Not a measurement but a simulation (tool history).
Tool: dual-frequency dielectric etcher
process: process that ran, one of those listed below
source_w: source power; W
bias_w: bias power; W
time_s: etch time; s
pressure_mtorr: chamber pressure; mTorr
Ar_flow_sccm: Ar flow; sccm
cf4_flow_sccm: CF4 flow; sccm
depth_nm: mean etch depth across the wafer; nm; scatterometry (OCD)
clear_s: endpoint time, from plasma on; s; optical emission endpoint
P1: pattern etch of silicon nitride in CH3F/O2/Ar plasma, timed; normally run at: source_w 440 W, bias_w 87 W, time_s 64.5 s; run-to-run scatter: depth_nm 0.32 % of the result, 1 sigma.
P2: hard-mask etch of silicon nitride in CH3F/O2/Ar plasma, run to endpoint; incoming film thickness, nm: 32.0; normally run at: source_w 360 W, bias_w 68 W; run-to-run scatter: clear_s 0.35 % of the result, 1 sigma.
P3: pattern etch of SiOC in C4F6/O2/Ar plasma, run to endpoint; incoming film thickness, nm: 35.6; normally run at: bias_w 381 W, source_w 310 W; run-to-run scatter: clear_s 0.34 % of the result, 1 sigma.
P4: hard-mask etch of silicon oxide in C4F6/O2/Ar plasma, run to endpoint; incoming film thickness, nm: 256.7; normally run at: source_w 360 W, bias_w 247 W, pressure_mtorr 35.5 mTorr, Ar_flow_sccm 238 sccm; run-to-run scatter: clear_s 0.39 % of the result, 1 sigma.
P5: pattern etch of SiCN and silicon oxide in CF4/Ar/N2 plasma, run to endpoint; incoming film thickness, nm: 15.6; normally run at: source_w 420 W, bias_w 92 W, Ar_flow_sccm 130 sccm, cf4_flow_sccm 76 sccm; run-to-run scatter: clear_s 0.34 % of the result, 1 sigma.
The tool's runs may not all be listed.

run 1 hour=3.7 | process=P1 source_w=440 bias_w=87 time_s=64.5 | depth_nm=50.671
run 2 hour=10.4 | process=P3 source_w=310 bias_w=381 | clear_s=15.02
run 3 hour=17.5 | process=P1 source_w=440 bias_w=87 time_s=86 | depth_nm=66.944
run 4 hour=25.4 | process=P4 source_w=360 bias_w=338 pressure_mtorr=35.5 Ar_flow_sccm=238 | clear_s=66.881
run 5 hour=31.9 | process=P5 source_w=420 bias_w=92 Ar_flow_sccm=130 cf4_flow_sccm=76 | clear_s=18.596
run 6 hour=36.9 | process=P4 source_w=360 bias_w=247 pressure_mtorr=35.5 Ar_flow_sccm=238 | clear_s=74.02
run 7 hour=41.9 | process=P2 source_w=360 bias_w=68 | clear_s=51.654
run 8 hour=45.5 | process=P5 source_w=420 bias_w=92 Ar_flow_sccm=130 cf4_flow_sccm=107 | clear_s=17.843
run 9 hour=51.5 | process=P5 source_w=420 bias_w=57 Ar_flow_sccm=130 cf4_flow_sccm=76 | clear_s=22.133
run 10 hour=58.7 | process=P3 source_w=310 bias_w=381 | clear_s=15.021
run 11 hour=66.7 | process=P1 source_w=440 bias_w=87 time_s=64.5 | depth_nm=50.226
run 12 hour=70.8 | process=P2 source_w=360 bias_w=93 | clear_s=46.106
run 13 hour=77 | process=P1 source_w=570 bias_w=87 time_s=64.5 | depth_nm=55.902
run 14 hour=83.9 | process=P2 source_w=360 bias_w=68 | clear_s=51.798
run 15 hour=89.7 | process=P5 source_w=420 bias_w=92 Ar_flow_sccm=130 cf4_flow_sccm=76 | clear_s=18.64
run 16 hour=93.9 | process=P1 source_w=600 bias_w=120 time_s=64.5 | depth_nm=63.928
run 17 hour=98.9 | process=P1 source_w=440 bias_w=87 time_s=64.5 | depth_nm=50.393
run 18 hour=103.9 | process=P1 source_w=290 bias_w=87 time_s=64.5 | depth_nm=43.262
run 19 hour=108.4 | process=P1 source_w=440 bias_w=87 time_s=64.5 | depth_nm=50.552
run 20 hour=115.7 | process=P2 source_w=220 bias_w=68 | clear_s=62.365
run 21 hour=122.8 | process=P1 source_w=440 bias_w=87 time_s=47 | depth_nm=37.1
run 22 hour=129.5 | process=P1 source_w=440 bias_w=58 time_s=64.5 | depth_nm=43.867
run 23 hour=136.8 | process=P1 source_w=440 bias_w=107 time_s=91.5 | depth_nm=77.301
run 24 hour=143.6 | process=P5 source_w=420 bias_w=92 Ar_flow_sccm=173 cf4_flow_sccm=76 | clear_s=19.514
run 25 hour=149.5 | process=P3 source_w=180 bias_w=381 | clear_s=18.443
run 26 hour=155.7 | process=P1 source_w=440 bias_w=87 time_s=64.5 | depth_nm=50.423
run 27 hour=162.4 | process=P3 source_w=310 bias_w=287 | clear_s=16.575
run 28 hour=167.6 | process=P1 source_w=440 bias_w=105 time_s=64.5 | depth_nm=53.943
run 29 hour=174.5 | process=P4 source_w=360 bias_w=247 pressure_mtorr=35.5 Ar_flow_sccm=170 | clear_s=71.64
run 30 hour=182.5 | process=P1 source_w=440 bias_w=87 time_s=64.5 | depth_nm=50.489
run 31 hour=187 | process=P4 source_w=360 bias_w=247 pressure_mtorr=26.5 Ar_flow_sccm=238 | clear_s=72.176
run 32 hour=191.9 | process=P4 source_w=500 bias_w=247 pressure_mtorr=35.5 Ar_flow_sccm=238 | clear_s=64.965
run 33 hour=198.2 | process=P5 source_w=270 bias_w=92 Ar_flow_sccm=130 cf4_flow_sccm=76 | clear_s=27.337
run 34 hour=204.5 | process=P1 source_w=440 bias_w=87 time_s=64.5 | depth_nm=50.857
run 35 hour=212.1 | process=P1 source_w=440 bias_w=87 time_s=64.5 | depth_nm=50.837
run 36 hour=218.4 | process=P1 source_w=440 bias_w=87 time_s=64.5 | depth_nm=51.245
run 37 hour=224.9 | process=P1 source_w=440 bias_w=87 time_s=64.5 | depth_nm=50.968
-- hour=231.2 wet clean of the chamber
run 38 hour=232.1 | process=P1 source_w=440 bias_w=87 time_s=64.5 | depth_nm=51.401
run 39 hour=236.6 | process=P1 source_w=440 bias_w=87 time_s=64.5 | depth_nm=50.937
run 40 hour=242.1 | process=P1 source_w=440 bias_w=87 time_s=64.5 | depth_nm=51.231
run 41 hour=247 | process=P1 source_w=440 bias_w=87 time_s=64.5 | depth_nm=51.182

What P1 gives has crept away from where it was. These 2 causes fit the log equally well, each at the size given:
A: source power that arrives over what is set, % = 4.31
B: bias power that arrives over what is set, % = 4.55
The creep began at about hour 204.5.
Why every other cause is out:
chamber walls in a state that raises the etch rate, %: serviced at hour 231.2, which brought nothing back

4 check runs are offered, each on 2 wafers whose results are averaged, their results left as question marks. Which one tells the causes apart?
run check 1 hour=251.9 | process=P5 source_w=280 bias_w=57 Ar_flow_sccm=130 cf4_flow_sccm=76 | clear_s=?
run check 2 hour=251.9 | process=P3 source_w=200 bias_w=308 | clear_s=?
run check 3 hour=251.9 | process=P4 source_w=500 bias_w=324 pressure_mtorr=35.5 Ar_flow_sccm=238 | clear_s=?
run check 4 hour=251.9 | process=P2 source_w=270 bias_w=88 | clear_s=?

What each check would give under each cause:
check=check_1 result=clear_s if_A=30.396 if_B=31.069
check=check_2 result=clear_s if_A=18.762 if_B=18.756
check=check_3 result=clear_s if_A=58.79 if_B=58.813
check=check_4 result=clear_s if_A=51.698 if_B=51.661
How far apart the two closest causes lie, in the result that separates them most: check 1 2.19 %; check 2 0.03 %; check 3 0.04 %; check 4 0.07 %
Check 1 tells the causes apart: in the others they would give nearly the same result.

Check 1 was then run and gave: clear_s 30.963 s. Which cause is it?

It is B: bias power that arrives over what is set, %.

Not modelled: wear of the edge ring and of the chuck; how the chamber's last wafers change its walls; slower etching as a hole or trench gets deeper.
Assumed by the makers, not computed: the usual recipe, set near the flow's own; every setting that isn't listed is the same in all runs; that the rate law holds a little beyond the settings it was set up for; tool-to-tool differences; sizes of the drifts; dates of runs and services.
